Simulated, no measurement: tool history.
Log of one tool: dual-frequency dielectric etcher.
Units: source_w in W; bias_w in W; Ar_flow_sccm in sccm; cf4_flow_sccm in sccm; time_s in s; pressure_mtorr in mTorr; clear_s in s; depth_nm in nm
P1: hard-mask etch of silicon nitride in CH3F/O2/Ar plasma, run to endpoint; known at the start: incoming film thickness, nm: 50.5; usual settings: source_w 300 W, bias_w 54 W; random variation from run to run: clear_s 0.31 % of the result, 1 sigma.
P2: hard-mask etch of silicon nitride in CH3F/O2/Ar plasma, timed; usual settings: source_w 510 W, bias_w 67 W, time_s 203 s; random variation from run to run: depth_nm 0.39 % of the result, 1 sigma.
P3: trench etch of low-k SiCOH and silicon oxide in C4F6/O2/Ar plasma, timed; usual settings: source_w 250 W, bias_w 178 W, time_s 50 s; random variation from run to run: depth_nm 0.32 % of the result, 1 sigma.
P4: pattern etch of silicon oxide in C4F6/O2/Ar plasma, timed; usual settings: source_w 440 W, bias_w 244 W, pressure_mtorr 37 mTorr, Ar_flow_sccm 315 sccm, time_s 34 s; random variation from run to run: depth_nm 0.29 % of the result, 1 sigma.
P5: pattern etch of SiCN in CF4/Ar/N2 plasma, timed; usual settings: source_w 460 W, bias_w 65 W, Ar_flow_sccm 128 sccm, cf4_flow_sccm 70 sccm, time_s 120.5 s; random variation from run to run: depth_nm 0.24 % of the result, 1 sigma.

run,hour,process,source_w,bias_w,Ar_flow_sccm,cf4_flow_sccm,time_s,pressure_mtorr,hours since the last wet clean,hours since the last source power generator calibration,hours since the last bias power generator calibration,clear_s,depth_nm
1,13.4,P1,300,54,,,,,478.5,673.8,1444.5,87.053,
2,26.5,P1,410,72,,,,,491.6,686.9,1457.6,70.41,
3,42.2,P5,460,65,128,70,120.5,,507.3,702.6,1473.3,,101.55
4,53.3,P2,510,67,,,203,,518.4,713.7,1484.4,,153.61
5,69,P1,300,54,,,,,534.1,729.4,1500.1,87.471,
6,78.4,P4,440,244,315,,34,49,543.5,738.8,1509.5,,110.87
7,93.1,P4,300,244,315,,34,37,558.2,753.5,1524.2,,98.631
8,101.4,P2,510,67,,,203,,566.5,761.8,1532.5,,152.68
9,109.5,P3,250,178,,,50,,574.6,769.9,1540.6,,137.01
10,120,P1,300,65,,,,,585.1,780.4,1551.1,82.468,
11,133.3,P5,460,41,128,70,120.5,,598.4,793.7,1564.4,,86.982
12,144.4,P2,300,67,,,203,,609.5,804.8,1575.5,,125.81
13,158.7,P1,300,33,,,,,623.8,819.1,1589.8,101.91,
14,175.7,P3,310,178,,,50,,640.8,836.1,1606.8,,148.62
15,190.1,P4,440,244,202,,34,37,655.2,850.5,1621.2,,119.68
16,202.8,P4,440,244,315,,46,37,667.9,863.2,1633.9,,154.37
17,212.4,P3,250,249,,,50,,677.5,872.8,1643.5,,153.6
18,224.3,P2,510,67,,,134.5,,689.4,884.7,1655.4,,100.93
19,234.1,P1,400,54,,,,,699.2,894.5,1665.2,78.835,
20,249.6,P5,460,65,128,70,165,,714.7,910,1680.7,,138.93
21,261.5,P5,460,65,166,70,120.5,,726.6,921.9,1692.6,,97.007
22,269.5,P1,300,54,,,,,734.6,929.9,1700.6,87.473,
23,284.5,P2,510,53,,,203,,749.6,944.9,1715.6,,141.62
24,302.7,P4,440,342,315,,34,37,767.8,963.1,1733.8,,128.48
25,314.7,P1,300,54,,,,,779.8,975.1,1745.8,87.518,

Forecast run 26:
26,325.4,P3,250,178,,,71.5,,790.5,985.8,1756.5,,?

{"run 26": {"depth_nm": 195.5}}
